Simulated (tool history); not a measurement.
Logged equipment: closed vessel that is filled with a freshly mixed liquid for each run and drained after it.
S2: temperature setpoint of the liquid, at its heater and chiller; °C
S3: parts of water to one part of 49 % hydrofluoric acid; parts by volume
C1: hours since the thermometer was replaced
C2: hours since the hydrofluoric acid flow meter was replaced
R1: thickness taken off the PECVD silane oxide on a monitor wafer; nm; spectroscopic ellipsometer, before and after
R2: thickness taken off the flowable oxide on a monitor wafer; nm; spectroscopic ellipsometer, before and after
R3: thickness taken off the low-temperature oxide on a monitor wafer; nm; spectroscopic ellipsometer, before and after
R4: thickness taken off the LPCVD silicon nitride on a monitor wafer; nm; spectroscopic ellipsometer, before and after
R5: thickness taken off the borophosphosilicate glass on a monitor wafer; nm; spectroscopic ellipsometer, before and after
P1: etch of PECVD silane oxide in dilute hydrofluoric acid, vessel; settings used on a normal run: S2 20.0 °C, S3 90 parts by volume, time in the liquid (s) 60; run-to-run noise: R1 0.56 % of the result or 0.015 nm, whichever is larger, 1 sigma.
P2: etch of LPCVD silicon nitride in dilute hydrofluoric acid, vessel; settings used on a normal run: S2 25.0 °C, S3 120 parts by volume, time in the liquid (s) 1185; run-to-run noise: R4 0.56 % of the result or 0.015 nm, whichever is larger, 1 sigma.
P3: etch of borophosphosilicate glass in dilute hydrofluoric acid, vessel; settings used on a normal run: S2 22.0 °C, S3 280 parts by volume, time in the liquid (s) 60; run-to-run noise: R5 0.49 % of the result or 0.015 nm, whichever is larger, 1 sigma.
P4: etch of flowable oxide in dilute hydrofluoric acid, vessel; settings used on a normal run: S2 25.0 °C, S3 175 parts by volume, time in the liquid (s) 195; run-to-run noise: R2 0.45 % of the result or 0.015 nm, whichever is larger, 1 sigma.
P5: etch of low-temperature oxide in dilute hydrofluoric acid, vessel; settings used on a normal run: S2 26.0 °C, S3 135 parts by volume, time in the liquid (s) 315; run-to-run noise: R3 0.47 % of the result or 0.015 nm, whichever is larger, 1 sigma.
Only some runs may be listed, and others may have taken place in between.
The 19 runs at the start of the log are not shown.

{"run": 20, "hour": 256.8, "process that ran": "P2", "S2": 25.0, "S3": 120, "time in the liquid (s)": 630, "C1": 1276.1, "C2": 594.8, "R4": 2.6849}
{"run": 21, "hour": 265.4, "process that ran": "P1", "S2": 20.0, "S3": 90, "time in the liquid (s)": 60, "C1": 1284.7, "C2": 603.4, "R1": 28.367}
{"run": 22, "hour": 280.7, "process that ran": "P1", "S2": 20.0, "S3": 90, "time in the liquid (s)": 60, "C1": 1300.0, "C2": 618.7, "R1": 28.028}
{"run": 23, "hour": 292.7, "process that ran": "P1", "S2": 20.0, "S3": 20, "time in the liquid (s)": 60, "C1": 1312.0, "C2": 630.7, "R1": 136.81}
{"run": 24, "hour": 300.9, "process that ran": "P2", "S2": 25.0, "S3": 120, "time in the liquid (s)": 1185, "C1": 1320.2, "C2": 638.9, "R4": 5.0176}
{"run": 25, "hour": 314.4, "process that ran": "P3", "S2": 22.0, "S3": 85, "time in the liquid (s)": 60, "C1": 1333.7, "C2": 652.4, "R5": 33.21}
{"run": 26, "hour": 327.8, "process that ran": "P3", "S2": 26.5, "S3": 280, "time in the liquid (s)": 60, "C1": 1347.1, "C2": 665.8, "R5": 9.499}
{"run": 27, "hour": 343.7, "process that ran": "P1", "S2": 17.0, "S3": 90, "time in the liquid (s)": 60, "C1": 1363.0, "C2": 681.7, "R1": 25.172}
{"run": 28, "hour": 357.8, "process that ran": "P5", "S2": 26.0, "S3": 135, "time in the liquid (s)": 140, "C1": 1377.1, "C2": 695.8, "R3": 25.233}
{"run": 29, "hour": 370.1, "process that ran": "P1", "S2": 20.0, "S3": 135, "time in the liquid (s)": 60, "C1": 1389.4, "C2": 708.1, "R1": 17.868}
{"run": 30, "hour": 378.8, "process that ran": "P1", "S2": 20.0, "S3": 90, "time in the liquid (s)": 60, "C1": 1398.1, "C2": 716.8, "R1": 28.122}
{"run": 31, "hour": 393.7, "process that ran": "P1", "S2": 20.0, "S3": 90, "time in the liquid (s)": 60, "C1": 1413.0, "C2": 731.7, "R1": 29.08}

What will run 32 give?
{"run": 32, "hour": 403.1, "process that ran": "P1", "S2": 20.0, "S3": 90, "time in the liquid (s)": 60, "C1": 1422.4, "C2": 741.1, "R1": "?"}

Run 32 produced R1 29.478 nm.

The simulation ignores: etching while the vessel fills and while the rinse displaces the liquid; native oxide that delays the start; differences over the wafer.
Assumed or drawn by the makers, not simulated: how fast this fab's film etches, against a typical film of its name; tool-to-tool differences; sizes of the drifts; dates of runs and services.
